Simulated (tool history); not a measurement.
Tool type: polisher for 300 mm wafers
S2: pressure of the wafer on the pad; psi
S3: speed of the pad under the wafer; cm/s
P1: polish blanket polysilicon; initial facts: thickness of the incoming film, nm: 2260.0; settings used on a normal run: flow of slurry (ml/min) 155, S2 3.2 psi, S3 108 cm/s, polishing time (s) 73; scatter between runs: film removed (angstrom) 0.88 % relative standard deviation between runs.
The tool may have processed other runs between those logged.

run 1 hour=9.1 | flow_of_slurry_(ml/min)=155 S2=3.2 S3=108 polishing_time_(s)=73 | film_removed_(angstrom)=8029.2
run 2 hour=14.1 | flow_of_slurry_(ml/min)=155 S2=1.4 S3=108 polishing_time_(s)=73 | film_removed_(angstrom)=3440.7
run 3 hour=21.2 | flow_of_slurry_(ml/min)=155 S2=3.2 S3=152 polishing_time_(s)=73 | film_removed_(angstrom)=11017.0
run 4 hour=31.0 | flow_of_slurry_(ml/min)=155 S2=3.2 S3=108 polishing_time_(s)=37 | film_removed_(angstrom)=4028.8
run 5 hour=41.2 | flow_of_slurry_(ml/min)=155 S2=4.4 S3=108 polishing_time_(s)=73 | film_removed_(angstrom)=11034.0
run 6 hour=51.2 | flow_of_slurry_(ml/min)=155 S2=3.2 S3=108 polishing_time_(s)=73 | film_removed_(angstrom)=7940.2
run 7 hour=60.3 | flow_of_slurry_(ml/min)=155 S2=3.2 S3=72 polishing_time_(s)=73 | film_removed_(angstrom)=5399.6
run 8 hour=66.8 | flow_of_slurry_(ml/min)=95 S2=3.2 S3=62 polishing_time_(s)=73 | film_removed_(angstrom)=4093.4
run 9 hour=73.6 | flow_of_slurry_(ml/min)=95 S2=3.2 S3=108 polishing_time_(s)=73 | film_removed_(angstrom)=7315.1
run 10 hour=82.6 | flow_of_slurry_(ml/min)=155 S2=3.2 S3=108 polishing_time_(s)=73 | film_removed_(angstrom)=7932.2
run 11 hour=89.3 | flow_of_slurry_(ml/min)=155 S2=3.2 S3=108 polishing_time_(s)=105 | film_removed_(angstrom)=11406.0
run 12 hour=99.3 | flow_of_slurry_(ml/min)=225 S2=3.2 S3=108 polishing_time_(s)=73 | film_removed_(angstrom)=8306.5
run 13 hour=105.1 | flow_of_slurry_(ml/min)=155 S2=3.2 S3=108 polishing_time_(s)=73 | film_removed_(angstrom)=7960.3
run 14 hour=113.9 | flow_of_slurry_(ml/min)=155 S2=3.2 S3=108 polishing_time_(s)=73 | film_removed_(angstrom)=7962.5
run 15 hour=124.2 | flow_of_slurry_(ml/min)=155 S2=3.2 S3=108 polishing_time_(s)=73 | film_removed_(angstrom)=7975.4
run 16 hour=131.8 | flow_of_slurry_(ml/min)=155 S2=3.2 S3=108 polishing_time_(s)=73 | film_removed_(angstrom)=7895.1
run 17 hour=138.0 | flow_of_slurry_(ml/min)=155 S2=3.2 S3=108 polishing_time_(s)=73 | film_removed_(angstrom)=7636.6
run 18 hour=143.9 | flow_of_slurry_(ml/min)=155 S2=3.2 S3=108 polishing_time_(s)=73 | film_removed_(angstrom)=7606.3
run 19 hour=153.3 | flow_of_slurry_(ml/min)=155 S2=3.2 S3=108 polishing_time_(s)=73 | film_removed_(angstrom)=7536.4
run 20 hour=161.9 | flow_of_slurry_(ml/min)=155 S2=3.2 S3=108 polishing_time_(s)=73 | film_removed_(angstrom)=7382.0
run 21 hour=171.8 | flow_of_slurry_(ml/min)=155 S2=3.2 S3=108 polishing_time_(s)=73 | film_removed_(angstrom)=7388.3
run 22 hour=179.4 | flow_of_slurry_(ml/min)=155 S2=3.2 S3=108 polishing_time_(s)=73 | film_removed_(angstrom)=7482.6
-- hour=186.3 head pressure recalibrated
run 23 hour=189.7 | flow_of_slurry_(ml/min)=155 S2=3.2 S3=108 polishing_time_(s)=73 | film_removed_(angstrom)=7317.6
run 24 hour=198.5 | flow_of_slurry_(ml/min)=155 S2=3.2 S3=108 polishing_time_(s)=73 | film_removed_(angstrom)=7391.8
run 25 hour=204.9 | flow_of_slurry_(ml/min)=155 S2=3.2 S3=108 polishing_time_(s)=73 | film_removed_(angstrom)=7269.9
run 26 hour=209.4 | flow_of_slurry_(ml/min)=155 S2=3.2 S3=108 polishing_time_(s)=73 | film_removed_(angstrom)=7269.8

What P1 gives has crept off from where it sat before. The 2 causes that follow fit the log equally well, each at the size noted:
A: slurry flow missing at the pad, % = 31.5
B: removal rate lost through wear of the pad, % = 7.3
The drift started at roughly hour 124.2.
All other causes, with the reason each is excluded:
head's pressure below its setpoint, %: serviced at hour 186.3, after the change had begun; the process did not return to its earlier output

Of the 4 check runs below, each run on 3 wafers with the results averaged and each result still a question mark, which one would tell the listed causes apart?
run check 1 hour=213.9 | flow_of_slurry_(ml/min)=155 S2=2.1 S3=84 polishing_time_(s)=73 | film_removed_(angstrom)=?
run check 2 hour=213.9 | flow_of_slurry_(ml/min)=155 S2=3.2 S3=130 polishing_time_(s)=73 | film_removed_(angstrom)=?
run check 3 hour=213.9 | flow_of_slurry_(ml/min)=95 S2=3.2 S3=108 polishing_time_(s)=51 | film_removed_(angstrom)=?
run check 4 hour=213.9 | flow_of_slurry_(ml/min)=155 S2=3.2 S3=78 polishing_time_(s)=73 | film_removed_(angstrom)=?

Outcome of each check run for each possible cause:
check=check_1 result=film_removed_(angstrom) if_A=3750.6 if_B=3750.4
check=check_2 result=film_removed_(angstrom) if_A=8845.0 if_B=8844.6
check=check_3 result=film_removed_(angstrom) if_A=4445.0 if_B=4629.3
check=check_4 result=film_removed_(angstrom) if_A=5307.0 if_B=5306.8
Per check, the gap between the least separated pair of causes, taken in the result that splits them most: check 1 0 %; check 2 0 %; check 3 4.06 %; check 4 0 %
The other checks would show nearly matching results whichever cause is true, so check 3 is the only one that separates the causes.

The results of check 3 are: film removed (angstrom) 4425.8. Based on these, which of the listed causes is it?

It was cause A: slurry flow missing at the pad, %.
